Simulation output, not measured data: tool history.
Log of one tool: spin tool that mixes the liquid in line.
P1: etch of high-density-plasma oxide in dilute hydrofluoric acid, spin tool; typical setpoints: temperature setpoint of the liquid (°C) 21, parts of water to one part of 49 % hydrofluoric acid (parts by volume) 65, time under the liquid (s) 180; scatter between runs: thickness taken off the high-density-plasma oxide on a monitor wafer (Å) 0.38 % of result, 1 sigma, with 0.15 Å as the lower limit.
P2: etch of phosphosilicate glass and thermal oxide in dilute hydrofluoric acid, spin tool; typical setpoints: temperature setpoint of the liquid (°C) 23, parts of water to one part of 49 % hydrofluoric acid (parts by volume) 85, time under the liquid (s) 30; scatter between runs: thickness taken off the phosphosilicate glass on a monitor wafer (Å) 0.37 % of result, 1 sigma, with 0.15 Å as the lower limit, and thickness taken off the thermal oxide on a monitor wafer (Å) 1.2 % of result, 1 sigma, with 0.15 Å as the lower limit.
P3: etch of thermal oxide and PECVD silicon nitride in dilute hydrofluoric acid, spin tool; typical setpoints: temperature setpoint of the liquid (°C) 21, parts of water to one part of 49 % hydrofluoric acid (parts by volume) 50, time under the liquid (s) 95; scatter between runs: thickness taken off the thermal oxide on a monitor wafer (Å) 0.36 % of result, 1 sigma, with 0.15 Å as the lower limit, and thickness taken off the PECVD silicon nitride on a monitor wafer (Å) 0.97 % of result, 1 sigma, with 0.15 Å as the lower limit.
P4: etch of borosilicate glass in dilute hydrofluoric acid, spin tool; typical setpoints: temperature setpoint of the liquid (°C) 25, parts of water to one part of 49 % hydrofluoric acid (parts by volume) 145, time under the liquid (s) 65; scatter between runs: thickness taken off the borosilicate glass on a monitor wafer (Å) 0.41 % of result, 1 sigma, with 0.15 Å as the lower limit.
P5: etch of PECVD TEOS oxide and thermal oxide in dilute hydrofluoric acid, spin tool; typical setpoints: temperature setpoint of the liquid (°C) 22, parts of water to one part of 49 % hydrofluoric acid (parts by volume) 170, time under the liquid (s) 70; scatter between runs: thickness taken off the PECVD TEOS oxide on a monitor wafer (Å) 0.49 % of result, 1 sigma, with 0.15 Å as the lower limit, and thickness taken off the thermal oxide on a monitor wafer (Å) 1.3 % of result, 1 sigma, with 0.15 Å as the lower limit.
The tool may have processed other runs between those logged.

| run | hour | process that ran | temperature setpoint of the liquid (°C) | parts of water to one part of 49 % hydrofluoric acid (parts by volume) | time under the liquid (s) | hours since the thermometer was replaced | hours since the hydrofluoric acid flow meter was replaced | thickness taken off the high-density-plasma oxide on a monitor wafer (Å) | thickness taken off the phosphosilicate glass on a monitor wafer (Å) | thickness taken off the thermal oxide on a monitor wafer (Å) | thickness taken off the PECVD silicon nitride on a monitor wafer (Å) | thickness taken off the PECVD TEOS oxide on a monitor wafer (Å) | thickness taken off the borosilicate glass on a monitor wafer (Å) |
|---|---|---|---|---|---|---|---|---|---|---|---|---|---|
| 1 | 14.3 | P1 | 21 | 65 | 180 | 1108.2 | 731.7 | 181.69 |  |  |  |  |  |
| 2 | 23.7 | P2 | 23 | 85 | 30 | 1117.6 | 741.1 |  | 635.97 | 17.674 |  |  |  |
| 3 | 34.8 | P3 | 21 | 50 | 95 | 1128.7 | 752.2 |  |  | 83.469 | 25.593 |  |  |
| 4 | 44.8 | P1 | 21 | 65 | 75 | 1138.7 | 762.2 | 75.743 |  |  |  |  |  |
| 5 | 60.1 | P5 | 22 | 35 | 70 | 1154 | 777.5 |  |  | 90.458 |  | 471.85 |  |
| 6 | 67.4 | P1 | 21 | 65 | 180 | 1161.3 | 784.8 | 182.25 |  |  |  |  |  |
| 7 | 80.8 | P1 | 26 | 65 | 180 | 1174.7 | 798.2 | 223.62 |  |  |  |  |  |
| 8 | 90.4 | P1 | 21 | 100 | 180 | 1184.3 | 807.8 | 112.76 |  |  |  |  |  |
| 9 | 104.2 | P2 | 23 | 25 | 30 | 1198.1 | 821.6 |  | 2336.7 | 63 |  |  |  |
| 10 | 113.6 | P3 | 21 | 50 | 175 | 1207.5 | 831 |  |  | 153.85 | 46.6 |  |  |
| 11 | 127.3 | P1 | 17 | 65 | 180 | 1221.2 | 844.7 | 153.96 |  |  |  |  |  |
| 12 | 138 | P2 | 30.5 | 85 | 30 | 1231.9 | 855.4 |  | 854.38 | 23.063 |  |  |  |
| 13 | 147.9 | P4 | 25 | 145 | 15 | 1241.8 | 865.3 |  |  |  |  |  | 55.739 |
| 14 | 159.3 | P1 | 29 | 65 | 35 | 1253.2 | 876.7 | 49.003 |  |  |  |  |  |
| 15 | 167.4 | P3 | 26 | 50 | 95 | 1261.3 | 884.8 |  |  | 102.86 | 35.523 |  |  |
| 16 | 182.9 | P1 | 21 | 30 | 180 | 1276.8 | 900.3 | 412.43 |  |  |  |  |  |
| 17 | 196.1 | P4 | 25 | 145 | 65 | 1290 | 913.5 |  |  |  |  |  | 243.07 |
| 18 | 208.6 | P1 | 21 | 65 | 180 | 1302.5 | 926 | 181.16 |  |  |  |  |  |
| 19 | 217.9 | P5 | 22 | 170 | 15 | 1311.8 | 935.3 |  |  | 3.1663 |  | 17.911 |  |
| 20 | 231.7 | P4 | 18.5 | 145 | 65 | 1325.6 | 949.1 |  |  |  |  |  | 186.84 |
| 21 | 245.9 | P4 | 25 | 70 | 65 | 1339.8 | 963.3 |  |  |  |  |  | 555.27 |
| 22 | 253.4 | P1 | 17 | 65 | 35 | 1347.3 | 970.8 | 29.838 |  |  |  |  |  |
| 23 | 264.7 | P1 | 21 | 65 | 180 | 1358.6 | 982.1 | 181.55 |  |  |  |  |  |
| 24 | 278.9 | P2 | 23 | 85 | 60 | 1372.8 | 996.3 |  | 1268.9 | 34.959 |  |  |  |
| 25 | 294.7 | P1 | 21 | 65 | 315 | 1388.6 | 1012.1 | 317.88 |  |  |  |  |  |
| 26 | 306 | P5 | 28 | 170 | 70 | 1399.9 | 1023.4 |  |  | 19.88 |  | 103.79 |  |
| 27 | 316.1 | P5 | 22 | 170 | 70 | 1410 | 1033.5 |  |  | 15.636 |  | 83.121 |  |
| 28 | 329.3 | P3 | 21 | 80 | 95 | 1423.2 | 1046.7 |  |  | 50.232 | 15.869 |  |  |
| 29 | 340.2 | P3 | 21 | 50 | 95 | 1434.1 | 1057.6 |  |  | 83.073 | 25.687 |  |  |
| 30 | 356.4 | P5 | 22 | 170 | 70 | 1450.3 | 1073.8 |  |  | 15.621 |  | 82.544 |  |
| 31 | 367.6 | P1 | 21 | 65 | 180 | 1461.5 | 1085 | 181.77 |  |  |  |  |  |
| 32 | 380.7 | P1 | 21 | 65 | 180 | 1474.6 | 1098.1 | 182.42 |  |  |  |  |  |
| 33 | 393.6 | P1 | 21 | 65 | 180 | 1487.5 | 1111 | 176.73 |  |  |  |  |  |
| 34 | 404 | P1 | 21 | 65 | 180 | 1497.9 | 1121.4 | 174.71 |  |  |  |  |  |
| 35 | 413.3 | P1 | 21 | 65 | 180 | 1507.2 | 1130.7 | 172.79 |  |  |  |  |  |
| 36 | 428.7 | P1 | 21 | 65 | 180 | 1522.6 | 1146.1 | 170.17 |  |  |  |  |  |
| 37 | 439.1 | P1 | 21 | 65 | 180 | 1533 | 1156.5 | 170.09 |  |  |  |  |  |
| 38 | 447.1 | P1 | 21 | 65 | 180 | 1541 | 1164.5 | 169.4 |  |  |  |  |  |
| 39 | 459.2 | P1 | 21 | 65 | 180 | 1553.1 | 1176.6 | 168.22 |  |  |  |  |  |
| 40 | 468.6 | P1 | 21 | 65 | 180 | 1562.5 | 1186 | 168.26 |  |  |  |  |  |
| 41 | 482.4 | P1 | 21 | 65 | 180 | 1576.3 | 1199.8 | 167.37 |  |  |  |  |  |
| 42 | 493.8 | P1 | 21 | 65 | 180 | 1587.7 | 1211.2 | 167.99 |  |  |  |  |  |
| 43 | 509.9 | P1 | 21 | 65 | 180 | 1603.8 | 1227.3 | 167.95 |  |  |  |  |  |

What P1 gives has crept off from where it sat before. The 2 causes that follow fit the log equally well, each at the size noted:
A: hydrofluoric acid flow below the setpoint (%) = 7.26
B: liquid colder than its thermometer reads (K) = 1.94
The process output started creeping at around hour 380.7.

Consider the 4 check runs below, whose results appear as question marks and each of which averages 2 wafers. Which one distinguishes the causes, in that each cause would give it a clearly different result?
| check 1 | 526 | P4 | 25 | 85 | 65 |  |  |  |  |  |  |  | ? |
| check 2 | 526 | P2 | 26.5 | 45 | 30 |  |  |  | ? | ? |  |  |  |
| check 3 | 526 | P3 | 21 | 65 | 150 |  |  |  |  | ? | ? |  |  |
| check 4 | 526 | P5 | 26.5 | 35 | 70 |  |  |  |  | ? |  | ? |  |

What every check run would give for each of its results, assuming each possible cause in turn:
| check | result | if A | if B |
|---|---|---|---|
| check 1 | thickness taken off the borosilicate glass on a monitor wafer (Å) | 409.46 | 411.99 |
| check 2 | thickness taken off the phosphosilicate glass on a monitor wafer (Å) | 1350.2 | 1351.7 |
| check 2 | thickness taken off the thermal oxide on a monitor wafer (Å) | 36.789 | 36.829 |
| check 3 | thickness taken off the thermal oxide on a monitor wafer (Å) | 91.95 | 91.948 |
| check 3 | thickness taken off the PECVD silicon nitride on a monitor wafer (Å) | 28.916 | 27.226 |
| check 4 | thickness taken off the thermal oxide on a monitor wafer (Å) | 99.883 | 99.823 |
| check 4 | thickness taken off the PECVD TEOS oxide on a monitor wafer (Å) | 525.86 | 525.55 |
Per-check spread between the two closest causes, in the result where they differ most: check 1 0.61 %; check 2 0.11 %; check 3 6.02 %; check 4 0.06 %
Check 3 distinguishes between the causes, while the remaining checks would return nearly the same result for all of them.

Running check 3 produced the following: thickness taken off the thermal oxide on a monitor wafer (Å) 92.154; thickness taken off the PECVD silicon nitride on a monitor wafer (Å) 28.839. Which one of the listed causes fits?

A is the cause: hydrofluoric acid flow below the setpoint (%).

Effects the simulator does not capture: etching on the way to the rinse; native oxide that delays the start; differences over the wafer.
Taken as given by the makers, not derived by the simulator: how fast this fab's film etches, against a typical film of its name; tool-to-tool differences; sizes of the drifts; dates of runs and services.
